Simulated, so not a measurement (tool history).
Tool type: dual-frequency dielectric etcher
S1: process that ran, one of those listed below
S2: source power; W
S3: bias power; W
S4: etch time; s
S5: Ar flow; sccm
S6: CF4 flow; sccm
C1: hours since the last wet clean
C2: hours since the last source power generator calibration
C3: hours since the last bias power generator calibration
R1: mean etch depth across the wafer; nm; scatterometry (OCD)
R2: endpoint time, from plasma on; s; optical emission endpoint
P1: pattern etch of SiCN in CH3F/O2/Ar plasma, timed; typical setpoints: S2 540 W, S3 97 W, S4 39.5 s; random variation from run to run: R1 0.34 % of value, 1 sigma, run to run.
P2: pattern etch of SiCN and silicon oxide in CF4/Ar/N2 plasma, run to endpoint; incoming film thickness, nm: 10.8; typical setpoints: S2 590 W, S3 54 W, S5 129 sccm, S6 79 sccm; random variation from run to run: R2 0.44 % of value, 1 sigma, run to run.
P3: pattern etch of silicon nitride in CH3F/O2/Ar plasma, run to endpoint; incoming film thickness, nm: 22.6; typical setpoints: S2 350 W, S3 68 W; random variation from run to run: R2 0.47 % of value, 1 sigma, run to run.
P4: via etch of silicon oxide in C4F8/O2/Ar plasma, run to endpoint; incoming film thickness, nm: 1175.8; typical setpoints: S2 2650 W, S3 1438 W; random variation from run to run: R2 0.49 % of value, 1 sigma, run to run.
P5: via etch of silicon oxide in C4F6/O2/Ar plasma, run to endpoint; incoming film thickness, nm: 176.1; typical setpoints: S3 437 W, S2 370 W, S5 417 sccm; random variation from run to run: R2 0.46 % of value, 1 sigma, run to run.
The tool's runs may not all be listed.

run,hour,S1,S2,S3,S4,S5,S6,C1,C2,C3,R1,R2
1,3.7,P1,540,97,39.5,,,177.8,704.9,2079.6,18.868,
2,7.4,P1,540,97,39.5,,,181.5,708.6,2083.3,18.952,
3,12.6,P3,350,68,,,,186.7,713.8,2088.5,,35.16
4,17.5,P1,540,97,39.5,,,191.6,718.7,2093.4,18.81,
5,22.3,P1,380,63,39.5,,,196.4,723.5,2098.2,14.32,
6,25.3,P5,370,572,,417,,199.4,726.5,2101.2,,39.671
7,29.5,P2,590,54,,129,79,203.6,730.7,2105.4,,11.068
8,33.7,P3,350,68,,,,207.8,734.9,2109.6,,34.971
9,37.1,P1,540,97,24,,,211.2,738.3,2113,11.521,
10,42.1,P3,490,68,,,,216.2,743.3,2118,,30.913
11,47.9,P2,590,35,,129,79,222,749.1,2123.8,,12.627
12,52,P5,290,437,,417,,226.1,753.2,2127.9,,47.8
13,55.3,P5,370,437,,417,,229.4,756.5,2131.2,,43.798
14,61.2,P4,2650,1849,,,,235.3,762.4,2137.1,,221.69
15,65.7,P1,540,97,39.5,,,239.8,766.9,2141.6,18.953,
16,69.8,P1,540,129,58,,,243.9,771,2145.7,30.86,
# hour 70.3: wet clean of the chamber
17,74.8,P1,370,97,57.5,,,4.5,776,2150.7,23.948,
18,77.7,P2,590,54,,181,79,7.4,778.9,2153.6,,11.747
19,83.5,P2,590,54,,129,79,13.2,784.7,2159.4,,11.016
20,88.5,P1,410,97,39.5,,,18.2,789.7,2164.4,16.982,
21,92.3,P4,1760,1438,,,,22,793.5,2168.2,,279.19
22,95.7,P2,590,54,,129,100,25.4,796.9,2171.6,,10.612
23,99.9,P5,370,437,,334,,29.6,801.1,2175.8,,42.969
24,104.7,P1,540,131,39.5,,,34.4,805.9,2180.6,21.177,
25,110.4,P3,350,53,,,,40.1,811.6,2186.3,,38.232
# hour 114.6: bias power generator calibrated
26,115.3,P4,2650,1438,,,,45,816.5,0.7,,238.3
27,119.1,P1,540,97,39.5,,,48.8,820.3,4.5,18.895,
28,122.5,P1,540,75,39.5,,,52.2,823.7,7.9,17.252,
29,126.1,P1,720,97,39.5,,,55.8,827.3,11.5,21.129,
30,129.2,P2,380,54,,129,79,58.9,830.4,14.6,,16.451
31,133.9,P1,540,97,50.5,,,63.6,835.1,19.3,24.206,
32,138.4,P4,2650,1438,,,,68.1,839.6,23.8,,235.37
33,143.7,P5,370,437,,417,,73.4,844.9,29.1,,43.947
34,148.3,P1,540,97,39.5,,,78,849.5,33.7,18.845,
35,153.3,P1,540,97,39.5,,,83,854.5,38.7,18.711,
36,156.5,P1,540,97,39.5,,,86.2,857.7,41.9,18.758,
37,161.6,P1,540,97,39.5,,,91.3,862.8,47,18.656,
# hour 163.4: wet clean of the chamber
38,166.8,P1,540,97,39.5,,,3.5,868,52.2,18.572,
39,170.9,P1,540,97,39.5,,,7.6,872.1,56.3,18.586,
40,176.9,P1,540,97,39.5,,,13.6,878.1,62.3,18.555,
41,181.7,P1,540,97,39.5,,,18.4,882.9,67.1,18.526,

What P1 gives has crept away from where it was. These 2 causes fit the log equally well, each at the size given:
A: bias power that arrives under what is set, % = 4.88
B: source power that arrives under what is set, % = 4.81
The creep began at about hour 148.3.
What rules out each remaining cause:
chamber walls in a state that lowers the etch rate, %: maintenance at hour 163.4, after the shift began, did not return the process to its former output

You are offered 4 check runs, listed below with question marks in place of their results; each one averages 2 wafers. Which run separates the listed causes by giving clearly different results for each?
check 1,186.5,P4,2650,1438,,,,,,,,?
check 2,186.5,P3,350,68,,,,,,,,?
check 3,186.5,P5,370,437,,417,,,,,,?
check 4,186.5,P2,590,54,,129,79,,,,,?

What each check would give under each cause:
check,result,if A,if B
check 1,R2,239.55,241.31
check 2,R2,35.823,35.884
check 3,R2,44.704,44.7
check 4,R2,11.219,11.539
Minimum pairwise separation of causes per check, each pair taken at its best-separating result: check 1 0.73 %; check 2 0.17 %; check 3 0.01 %; check 4 2.82 %
The causes can be told apart only by check 4. The other checks would give nearly the same results under each of them.

Check 4 has now been run. It gave: R2 11.511 s. Which of the candidate causes is it?

B is the cause: source power that arrives under what is set, %.
